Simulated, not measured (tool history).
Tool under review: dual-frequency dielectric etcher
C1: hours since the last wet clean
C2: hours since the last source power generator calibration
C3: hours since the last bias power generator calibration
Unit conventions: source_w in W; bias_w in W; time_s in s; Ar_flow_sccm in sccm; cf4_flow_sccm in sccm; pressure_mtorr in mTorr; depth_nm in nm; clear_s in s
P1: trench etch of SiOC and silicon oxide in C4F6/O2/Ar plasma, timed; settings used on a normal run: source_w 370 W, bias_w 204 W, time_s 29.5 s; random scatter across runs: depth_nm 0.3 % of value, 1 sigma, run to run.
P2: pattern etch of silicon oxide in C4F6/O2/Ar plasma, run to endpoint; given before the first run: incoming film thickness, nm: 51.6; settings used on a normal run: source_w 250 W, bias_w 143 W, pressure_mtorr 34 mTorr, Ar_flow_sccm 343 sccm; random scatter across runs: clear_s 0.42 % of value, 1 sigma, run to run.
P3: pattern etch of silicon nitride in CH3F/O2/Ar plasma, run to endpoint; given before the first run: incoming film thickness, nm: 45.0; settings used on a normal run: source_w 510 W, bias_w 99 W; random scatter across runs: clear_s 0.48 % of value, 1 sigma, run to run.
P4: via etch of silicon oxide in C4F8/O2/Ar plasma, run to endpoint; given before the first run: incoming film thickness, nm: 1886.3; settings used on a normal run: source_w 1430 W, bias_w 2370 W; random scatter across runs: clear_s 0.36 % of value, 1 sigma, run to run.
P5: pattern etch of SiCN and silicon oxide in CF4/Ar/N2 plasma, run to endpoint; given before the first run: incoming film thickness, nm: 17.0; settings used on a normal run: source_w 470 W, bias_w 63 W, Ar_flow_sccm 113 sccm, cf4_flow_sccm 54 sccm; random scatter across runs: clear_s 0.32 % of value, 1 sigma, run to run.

Run 1, hour 9.3: process P1, source_w 370 W, bias_w 204 W, time_s 29.5 s; C1 313.9; C2 2210.2; C3 677.9. Result: depth_nm 59.323 nm.
Run 2, hour 15.9: process P5, source_w 650 W, bias_w 63 W, Ar_flow_sccm 113 sccm, cf4_flow_sccm 54 sccm; C1 320.5; C2 2216.8; C3 684.5. Result: clear_s 16.150 s.
Run 3, hour 21.6: process P1, source_w 370 W, bias_w 144 W, time_s 39.0 s; C1 326.2; C2 2222.5; C3 690.2. Result: depth_nm 70.838 nm.
Run 4, hour 26.8: process P1, source_w 520 W, bias_w 204 W, time_s 29.5 s; C1 331.4; C2 2227.7; C3 695.4. Result: depth_nm 67.378 nm.
Run 5, hour 35.6: process P1, source_w 370 W, bias_w 204 W, time_s 29.5 s; C1 340.2; C2 2236.5; C3 704.2. Result: depth_nm 59.628 nm.
Run 6, hour 42.9: process P3, source_w 510 W, bias_w 140 W; C1 347.5; C2 2243.8; C3 711.5. Result: clear_s 47.111 s.
Run 7, hour 53.2: process P5, source_w 470 W, bias_w 63 W, Ar_flow_sccm 113 sccm, cf4_flow_sccm 54 sccm; C1 357.8; C2 2254.1; C3 721.8. Result: clear_s 21.706 s.
At hour 58.8: wet clean of the chamber.
Run 8, hour 60.8: process P1, source_w 370 W, bias_w 152 W, time_s 29.5 s; C1 2.1; C2 2261.7; C3 729.4. Result: depth_nm 54.019 nm.
Run 9, hour 65.8: process P1, source_w 370 W, bias_w 248 W, time_s 29.5 s; C1 7.1; C2 2266.7; C3 734.4. Result: depth_nm 63.277 nm.
Run 10, hour 73.5: process P2, source_w 250 W, bias_w 143 W, Ar_flow_sccm 343 sccm, pressure_mtorr 34 mTorr; C1 14.8; C2 2274.4; C3 742.1. Result: clear_s 22.045 s.
Run 11, hour 80.7: process P5, source_w 470 W, bias_w 37 W, Ar_flow_sccm 113 sccm, cf4_flow_sccm 54 sccm; C1 22.0; C2 2281.6; C3 749.3. Result: clear_s 25.772 s.
Run 12, hour 85.7: process P5, source_w 470 W, bias_w 63 W, Ar_flow_sccm 113 sccm, cf4_flow_sccm 54 sccm; C1 27.0; C2 2286.6; C3 754.3. Result: clear_s 21.702 s.
Run 13, hour 96.3: process P1, source_w 370 W, bias_w 204 W, time_s 29.5 s; C1 37.6; C2 2297.2; C3 764.9. Result: depth_nm 59.351 nm.
Run 14, hour 106.8: process P2, source_w 320 W, bias_w 143 W, Ar_flow_sccm 343 sccm, pressure_mtorr 34 mTorr; C1 48.1; C2 2307.7; C3 775.4. Result: clear_s 20.068 s.
Run 15, hour 114.8: process P2, source_w 250 W, bias_w 143 W, Ar_flow_sccm 411 sccm, pressure_mtorr 34 mTorr; C1 56.1; C2 2315.7; C3 783.4. Result: clear_s 22.515 s.
Run 16, hour 123.5: process P1, source_w 370 W, bias_w 204 W, time_s 29.5 s; C1 64.8; C2 2324.4; C3 792.1. Result: depth_nm 59.585 nm.
Run 17, hour 128.6: process P2, source_w 250 W, bias_w 200 W, Ar_flow_sccm 343 sccm, pressure_mtorr 34 mTorr; C1 69.9; C2 2329.5; C3 797.2. Result: clear_s 19.751 s.
Run 18, hour 136.0: process P4, source_w 1430 W, bias_w 2370 W; C1 77.3; C2 2336.9; C3 804.6. Result: clear_s 394.470 s.
Run 19, hour 145.6: process P1, source_w 260 W, bias_w 204 W, time_s 29.5 s; C1 86.9; C2 2346.5; C3 814.2. Result: depth_nm 51.943 nm.
Run 20, hour 151.3: process P3, source_w 670 W, bias_w 99 W; C1 92.6; C2 2352.2; C3 819.9. Result: clear_s 48.440 s.

Expected results for the next run?
Run 21, hour 157.3: process P5, source_w 470 W, bias_w 63 W, Ar_flow_sccm 67 sccm, cf4_flow_sccm 54 sccm; C1 98.6; C2 2358.2; C3 825.9. Result: clear_s ?.

For run 21 the tool returned clear_s 19.977 s.
